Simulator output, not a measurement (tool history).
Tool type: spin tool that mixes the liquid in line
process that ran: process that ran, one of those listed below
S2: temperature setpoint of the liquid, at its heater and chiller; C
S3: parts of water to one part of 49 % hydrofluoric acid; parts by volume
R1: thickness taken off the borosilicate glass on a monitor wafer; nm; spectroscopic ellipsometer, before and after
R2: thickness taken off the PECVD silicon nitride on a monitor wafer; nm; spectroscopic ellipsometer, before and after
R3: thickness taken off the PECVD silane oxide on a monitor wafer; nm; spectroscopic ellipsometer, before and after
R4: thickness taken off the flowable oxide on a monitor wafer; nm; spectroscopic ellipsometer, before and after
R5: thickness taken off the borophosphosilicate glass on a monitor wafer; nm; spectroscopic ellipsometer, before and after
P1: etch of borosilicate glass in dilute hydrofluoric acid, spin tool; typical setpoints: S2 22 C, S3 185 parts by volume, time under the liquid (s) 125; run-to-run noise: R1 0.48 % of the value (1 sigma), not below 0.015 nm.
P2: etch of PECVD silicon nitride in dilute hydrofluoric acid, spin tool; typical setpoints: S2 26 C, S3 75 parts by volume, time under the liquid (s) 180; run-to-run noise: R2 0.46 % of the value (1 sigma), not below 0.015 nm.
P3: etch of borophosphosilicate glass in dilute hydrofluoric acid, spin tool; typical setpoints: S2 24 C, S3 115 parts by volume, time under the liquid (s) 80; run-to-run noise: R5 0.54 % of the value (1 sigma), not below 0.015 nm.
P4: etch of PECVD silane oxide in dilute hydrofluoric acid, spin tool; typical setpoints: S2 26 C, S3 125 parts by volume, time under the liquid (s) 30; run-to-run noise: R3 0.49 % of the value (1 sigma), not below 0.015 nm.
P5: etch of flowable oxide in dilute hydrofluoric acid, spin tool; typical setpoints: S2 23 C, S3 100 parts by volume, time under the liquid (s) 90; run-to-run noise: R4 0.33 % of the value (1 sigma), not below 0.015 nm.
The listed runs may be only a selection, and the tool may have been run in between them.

run 1 hour=9.1 | process_that_ran=P1 S2=22 S3=185 time_under_the_liquid_(s)=125 | R1=22.9670
run 2 hour=19.1 | process_that_ran=P2 S2=26 S3=75 time_under_the_liquid_(s)=25 | R2=2.101
run 3 hour=28.0 | process_that_ran=P1 S2=22 S3=185 time_under_the_liquid_(s)=40 | R1=7.3643
run 4 hour=37.9 | process_that_ran=P1 S2=22 S3=290 time_under_the_liquid_(s)=125 | R1=13.2800
run 5 hour=46.0 | process_that_ran=P4 S2=26 S3=125 time_under_the_liquid_(s)=30 | R3=11.8100
run 6 hour=53.3 | process_that_ran=P2 S2=26 S3=130 time_under_the_liquid_(s)=180 | R2=8.775
run 7 hour=61.2 | process_that_ran=P1 S2=22 S3=185 time_under_the_liquid_(s)=125 | R1=23.0380
run 8 hour=75.7 | process_that_ran=P2 S2=26 S3=75 time_under_the_liquid_(s)=180 | R2=15.207
run 9 hour=83.8 | process_that_ran=P5 S2=23 S3=100 time_under_the_liquid_(s)=45 | R4=16.565
run 10 hour=91.2 | process_that_ran=P2 S2=26 S3=75 time_under_the_liquid_(s)=180 | R2=15.120
run 11 hour=100.1 | process_that_ran=P3 S2=24 S3=115 time_under_the_liquid_(s)=80 | R5=23.565
run 12 hour=108.3 | process_that_ran=P3 S2=17 S3=115 time_under_the_liquid_(s)=80 | R5=17.703
run 13 hour=120.6 | process_that_ran=P5 S2=18 S3=100 time_under_the_liquid_(s)=90 | R4=26.972
run 14 hour=132.6 | process_that_ran=P4 S2=20 S3=125 time_under_the_liquid_(s)=30 | R3=9.3980
run 15 hour=145.2 | process_that_ran=P1 S2=22 S3=185 time_under_the_liquid_(s)=125 | R1=23.1090
run 16 hour=153.6 | process_that_ran=P1 S2=29 S3=185 time_under_the_liquid_(s)=125 | R1=29.9420
run 17 hour=168.7 | process_that_ran=P5 S2=23 S3=100 time_under_the_liquid_(s)=90 | R4=33.062
run 18 hour=182.9 | process_that_ran=P3 S2=24 S3=205 time_under_the_liquid_(s)=80 | R5=11.940
run 19 hour=193.5 | process_that_ran=P1 S2=22 S3=95 time_under_the_liquid_(s)=125 | R1=49.3220
run 20 hour=206.2 | process_that_ran=P2 S2=33 S3=75 time_under_the_liquid_(s)=180 | R2=23.700
run 21 hour=219.1 | process_that_ran=P3 S2=24 S3=115 time_under_the_liquid_(s)=135 | R5=39.507
run 22 hour=227.0 | process_that_ran=P4 S2=26 S3=125 time_under_the_liquid_(s)=15 | R3=5.8831
run 23 hour=242.4 | process_that_ran=P3 S2=24 S3=115 time_under_the_liquid_(s)=80 | R5=23.323
run 24 hour=256.8 | process_that_ran=P5 S2=23 S3=145 time_under_the_liquid_(s)=90 | R4=21.789
run 25 hour=270.2 | process_that_ran=P1 S2=22 S3=325 time_under_the_liquid_(s)=225 | R1=20.5940
run 26 hour=282.8 | process_that_ran=P1 S2=22 S3=185 time_under_the_liquid_(s)=230 | R1=42.8000
run 27 hour=292.4 | process_that_ran=P1 S2=17 S3=185 time_under_the_liquid_(s)=125 | R1=18.9080
run 28 hour=301.2 | process_that_ran=P1 S2=22 S3=185 time_under_the_liquid_(s)=125 | R1=23.1590
run 29 hour=315.5 | process_that_ran=P1 S2=22 S3=60 time_under_the_liquid_(s)=65 | R1=42.9060
run 30 hour=325.1 | process_that_ran=P4 S2=26 S3=65 time_under_the_liquid_(s)=30 | R3=24.5110
run 31 hour=339.9 | process_that_ran=P1 S2=22 S3=185 time_under_the_liquid_(s)=125 | R1=22.8150
run 32 hour=347.6 | process_that_ran=P1 S2=22 S3=185 time_under_the_liquid_(s)=125 | R1=22.5310
run 33 hour=362.4 | process_that_ran=P1 S2=22 S3=185 time_under_the_liquid_(s)=125 | R1=21.8180
run 34 hour=374.0 | process_that_ran=P1 S2=22 S3=185 time_under_the_liquid_(s)=125 | R1=21.7210
run 35 hour=387.2 | process_that_ran=P1 S2=22 S3=185 time_under_the_liquid_(s)=125 | R1=21.4850
run 36 hour=398.9 | process_that_ran=P1 S2=22 S3=185 time_under_the_liquid_(s)=125 | R1=21.4170
run 37 hour=412.6 | process_that_ran=P1 S2=22 S3=185 time_under_the_liquid_(s)=125 | R1=21.2420

What P1 gives has crept away from where it was. These 2 causes fit the log equally well, each at the size given:
A: liquid colder than its thermometer reads (K) = 1.98
B: hydrofluoric acid flow below the setpoint (%) = 6.14
Creep in the process output first set in at about hour 339.9.

Which of the check runs below tells the causes apart, meaning the causes would give it clearly different results? Each run uses 2 wafers whose results are averaged, and each result is shown as a question mark.
run check 1 hour=426.3 | process_that_ran=P5 S2=23 S3=130 time_under_the_liquid_(s)=45 | R4=?
run check 2 hour=426.3 | process_that_ran=P4 S2=22 S3=125 time_under_the_liquid_(s)=30 | R3=?
run check 3 hour=426.3 | process_that_ran=P3 S2=24 S3=185 time_under_the_liquid_(s)=135 | R5=?
run check 4 hour=426.3 | process_that_ran=P2 S2=26 S3=130 time_under_the_liquid_(s)=40 | R2=?

If the cause were each of the candidates in turn, the checks would give the following:
check=check_1 result=R4 if_A=11.401 if_B=11.461
check=check_2 result=R3 if_A=9.3323 if_B=9.3951
check=check_3 result=R5 if_A=21.098 if_B=21.061
check=check_4 result=R2 if_A=1.7185 if_B=1.8332
Gap, in per cent, between the two causes that each check separates least, read from the result that separates them most: check 1 0.52 %; check 2 0.67 %; check 3 0.18 %; check 4 6.46 %
Only check 4 tells the causes apart: in the others they would give nearly the same result.

Check 4 was then run and gave: R2 1.7252 nm. Which cause is it?

Of the candidate causes, it is A: liquid colder than its thermometer reads (K).

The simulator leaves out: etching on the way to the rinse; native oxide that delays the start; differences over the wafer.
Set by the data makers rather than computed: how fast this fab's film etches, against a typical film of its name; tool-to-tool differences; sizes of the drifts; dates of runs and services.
